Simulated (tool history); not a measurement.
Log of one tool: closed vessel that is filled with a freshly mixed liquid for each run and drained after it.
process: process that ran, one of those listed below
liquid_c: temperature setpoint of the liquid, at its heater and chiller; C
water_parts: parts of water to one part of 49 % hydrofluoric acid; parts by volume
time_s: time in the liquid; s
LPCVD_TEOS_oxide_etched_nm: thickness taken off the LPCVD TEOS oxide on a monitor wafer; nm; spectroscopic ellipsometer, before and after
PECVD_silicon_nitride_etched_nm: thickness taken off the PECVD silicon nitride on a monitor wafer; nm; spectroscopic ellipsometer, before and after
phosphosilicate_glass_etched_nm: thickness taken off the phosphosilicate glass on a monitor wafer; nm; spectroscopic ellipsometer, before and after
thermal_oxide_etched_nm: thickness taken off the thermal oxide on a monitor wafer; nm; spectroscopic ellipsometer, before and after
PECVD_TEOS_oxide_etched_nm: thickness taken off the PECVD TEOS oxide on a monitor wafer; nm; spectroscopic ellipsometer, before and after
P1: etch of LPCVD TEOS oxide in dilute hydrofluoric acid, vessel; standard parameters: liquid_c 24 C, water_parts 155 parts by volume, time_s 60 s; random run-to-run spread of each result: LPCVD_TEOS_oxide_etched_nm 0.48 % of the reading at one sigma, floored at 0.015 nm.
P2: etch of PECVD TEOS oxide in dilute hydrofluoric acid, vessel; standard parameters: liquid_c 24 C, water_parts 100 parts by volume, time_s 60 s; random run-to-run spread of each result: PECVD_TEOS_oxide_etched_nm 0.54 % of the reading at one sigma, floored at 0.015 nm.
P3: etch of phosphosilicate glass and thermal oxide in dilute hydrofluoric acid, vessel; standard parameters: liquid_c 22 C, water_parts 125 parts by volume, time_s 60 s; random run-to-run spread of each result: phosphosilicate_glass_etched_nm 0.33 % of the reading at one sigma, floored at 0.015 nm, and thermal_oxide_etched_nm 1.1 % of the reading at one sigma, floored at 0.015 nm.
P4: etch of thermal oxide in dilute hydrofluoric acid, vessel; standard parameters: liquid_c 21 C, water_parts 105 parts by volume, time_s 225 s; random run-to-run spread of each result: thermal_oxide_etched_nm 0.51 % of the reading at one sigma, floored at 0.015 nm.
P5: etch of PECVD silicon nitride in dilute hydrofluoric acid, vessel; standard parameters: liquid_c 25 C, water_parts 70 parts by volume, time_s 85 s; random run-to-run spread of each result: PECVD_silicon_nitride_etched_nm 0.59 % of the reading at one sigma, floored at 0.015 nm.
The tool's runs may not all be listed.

run	hour	process	liquid_c	water_parts	time_s	LPCVD_TEOS_oxide_etched_nm	PECVD_silicon_nitride_etched_nm	phosphosilicate_glass_etched_nm	thermal_oxide_etched_nm	PECVD_TEOS_oxide_etched_nm
1	6.3	P1	24	155	60	20.629				
2	10.9	P5	33	70	85		8.4581			
3	17.7	P3	22	190	60			23.959	1.1964	
4	24.2	P4	21	105	225				9.2173	
5	28	P2	24	100	60					5.1469
# hour 29: thermometer replaced
6	32.5	P1	24	155	60	20.694				
7	37.5	P2	24	100	115					9.8659
8	40.7	P1	17	155	100	26.062				
9	47.3	P1	24	70	60	50.431				
10	52.1	P2	24	35	60					15.912
11	58.2	P1	24	155	60	20.648				
12	61.8	P5	25	70	85		5.0985			
13	67.3	P1	24	155	60	20.542				
14	73.2	P4	21	165	225				5.4987	
15	79.9	P1	32	155	60	27.628				
16	83.4	P1	20.5	220	60	11.883				
17	88.8	P3	27	125	60			47.313	2.4265	
18	92.3	P3	22	125	60			39.269	2.0118	
19	96	P1	24	155	30	10.274				
20	102.2	P4	21	105	440				17.955	
21	108.3	P1	24	155	115	39.434				
22	115.5	P1	20	155	60	17.703				
23	120.2	P1	24	155	60	20.427				
24	127.5	P4	25	105	225				10.686	
25	134	P4	21	105	225				9.063	
26	138.2	P3	22	125	95			61.95	3.2501	
27	142.9	P2	29	100	60					6.2286
28	150	P5	25	30	85		11.652			
29	157.3	P5	25	70	150		9.0096			
30	162.1	P1	24	270	60	10.561				
31	169.2	P1	24	155	60	20.537				
32	174.2	P1	24	155	60	20.523				
33	180.6	P1	24	155	60	19.9				
34	186.3	P1	24	155	60	19.264				
35	189.9	P1	24	155	60	19.359				
36	195.5	P1	24	155	60	19.377				
37	202.4	P1	24	155	60	19.071				
38	205.7	P1	24	155	60	19.106				
39	212.1	P1	24	155	60	19.162				

P1 no longer gives what it gave before; its output has crept away from where it was. The following 2 causes, each at its listed size, fit the log equally well:
A: hydrofluoric acid flow below the setpoint (%) = 6.29
B: liquid colder than its thermometer reads (K) = 2
The drift started at roughly hour 174.2.

Of the 4 check runs listed below, each run on one wafer and each result written as a question mark, which would let you distinguish the listed causes because they would give clearly different results?
check 1	218.5	P2	24	100	60					?
check 2	218.5	P4	21	105	225				?	
check 3	218.5	P5	25	70	85		?			
check 4	218.5	P3	22	125	60			?	?	

Check results expected under each cause:
check	result	if A	if B
check 1	PECVD_TEOS_oxide_etched_nm	4.7693	4.7369
check 2	thermal_oxide_etched_nm	8.4782	8.4028
check 3	PECVD_silicon_nitride_etched_nm	4.7443	4.4258
check 4	phosphosilicate_glass_etched_nm	36.407	36.2
check 4	thermal_oxide_etched_nm	1.8451	1.8346
Separation of the two closest causes in each check, using whichever result separates them best: check 1 0.68 %; check 2 0.89 %; check 3 6.95 %; check 4 0.57 %
Only check 3 tells the causes apart: in the others they would give nearly the same result.

After running check 3, the following was obtained: PECVD_silicon_nitride_etched_nm 4.4349 nm. Which cause does this point to?

The correct cause is B, namely: liquid colder than its thermometer reads (K).

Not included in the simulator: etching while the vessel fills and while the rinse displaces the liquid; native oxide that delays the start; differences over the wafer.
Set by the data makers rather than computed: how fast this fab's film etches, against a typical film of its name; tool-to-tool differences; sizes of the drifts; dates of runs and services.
